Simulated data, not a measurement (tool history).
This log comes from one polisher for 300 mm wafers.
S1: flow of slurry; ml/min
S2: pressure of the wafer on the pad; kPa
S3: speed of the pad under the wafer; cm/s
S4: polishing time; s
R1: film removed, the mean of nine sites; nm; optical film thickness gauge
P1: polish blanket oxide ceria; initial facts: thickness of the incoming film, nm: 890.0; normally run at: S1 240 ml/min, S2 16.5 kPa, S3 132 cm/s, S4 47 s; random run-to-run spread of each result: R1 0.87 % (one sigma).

| run | day | S1 | S2 | S3 | S4 | R1 |
|---|---|---|---|---|---|---|
| 1 | 0.321 | 240 | 16.5 | 132 | 47 | 229.29 |
| 2 | 0.646 | 240 | 9.7 | 132 | 47 | 132.36 |
| 3 | 0.867 | 240 | 23.4 | 132 | 47 | 323.68 |
| 4 | 1.062 | 240 | 24.8 | 132 | 29 | 207.38 |
| 5 | 1.35 | 240 | 16.5 | 132 | 47 | 229.1 |
| 6 | 1.621 | 145 | 16.5 | 132 | 47 | 214.55 |
| 7 | 1.921 | 240 | 16.5 | 132 | 47 | 229.29 |
| 8 | 2.212 | 240 | 16.5 | 132 | 47 | 225.6 |
| 9 | 2.458 | 240 | 16.5 | 132 | 72 | 354.01 |
|  | 2.742 | slurry nozzle cleaned |
| 10 | 2.8 | 240 | 16.5 | 182 | 47 | 314.99 |
| 11 | 3.183 | 240 | 12.4 | 132 | 33 | 120.35 |
| 12 | 3.525 | 240 | 16.5 | 132 | 23 | 113.25 |
| 13 | 3.858 | 240 | 16.5 | 132 | 47 | 226.3 |
| 14 | 4.217 | 240 | 20.7 | 132 | 26 | 158.82 |
| 15 | 4.446 | 240 | 16.5 | 74 | 47 | 127.26 |
| 16 | 4.717 | 340 | 16.5 | 132 | 47 | 234.75 |
| 17 | 4.992 | 240 | 16.5 | 132 | 47 | 230.91 |
| 18 | 5.183 | 240 | 16.5 | 132 | 47 | 227.91 |
| 19 | 5.467 | 240 | 16.5 | 132 | 47 | 228.12 |
| 20 | 5.771 | 240 | 16.5 | 132 | 47 | 222.25 |
| 21 | 6.054 | 240 | 16.5 | 132 | 47 | 221.35 |
| 22 | 6.354 | 240 | 16.5 | 132 | 47 | 220.7 |
| 23 | 6.733 | 240 | 16.5 | 132 | 47 | 221.48 |
| 24 | 7.088 | 240 | 16.5 | 132 | 47 | 216.34 |
| 25 | 7.446 | 240 | 16.5 | 132 | 47 | 215.96 |
|  | 7.546 | head pressure recalibrated |
| 26 | 7.712 | 240 | 16.5 | 132 | 47 | 214.81 |
| 27 | 8.008 | 240 | 16.5 | 132 | 47 | 215.13 |
| 28 | 8.179 | 240 | 16.5 | 132 | 47 | 219.9 |
| 29 | 8.45 | 240 | 16.5 | 132 | 47 | 218.33 |
| 30 | 8.817 | 240 | 16.5 | 132 | 47 | 214.56 |

P1 no longer gives what it gave before; its output has crept away from where it was. The following 2 causes, each at its listed size, fit the log equally well:
A: removal rate lost through wear of the pad, % = 5.24
B: slurry flow missing at the pad, % = 32.8
At approximately day 5.467, the process output began to creep.
Ruled out, with reasons:
head's pressure below its setpoint, %: was serviced at day 7.546, once the creep was under way, yet the earlier output never came back

The 4 check runs listed below each average the results of 5 wafers, and their outcomes are marked with question marks. Under which run would the listed causes produce clearly different results?
| check 1 | 9.183 | 240 | 11 | 132 | 25 | ? |
| check 2 | 9.183 | 240 | 16.5 | 98 | 47 | ? |
| check 3 | 9.183 | 240 | 23.4 | 132 | 47 | ? |
| check 4 | 9.183 | 145 | 16.5 | 132 | 47 | ? |

Check results expected under each cause:
| check | result | if A | if B |
|---|---|---|---|
| check 1 | R1 | 76.822 | 76.829 |
| check 2 | R1 | 160.84 | 160.85 |
| check 3 | R1 | 306.9 | 306.93 |
| check 4 | R1 | 201.62 | 195.36 |
Distance between the nearest two causes, measured in the result of the check that separates them most: check 1 0.01 %; check 2 0.01 %; check 3 0.01 %; check 4 3.16 %
Only in check 4 would the causes give clearly different results; in the remaining checks their results would be nearly the same.

Running check 4 produced the following: R1 202.15 nm. Which one of the listed causes fits?

A is the cause: removal rate lost through wear of the pad, %.

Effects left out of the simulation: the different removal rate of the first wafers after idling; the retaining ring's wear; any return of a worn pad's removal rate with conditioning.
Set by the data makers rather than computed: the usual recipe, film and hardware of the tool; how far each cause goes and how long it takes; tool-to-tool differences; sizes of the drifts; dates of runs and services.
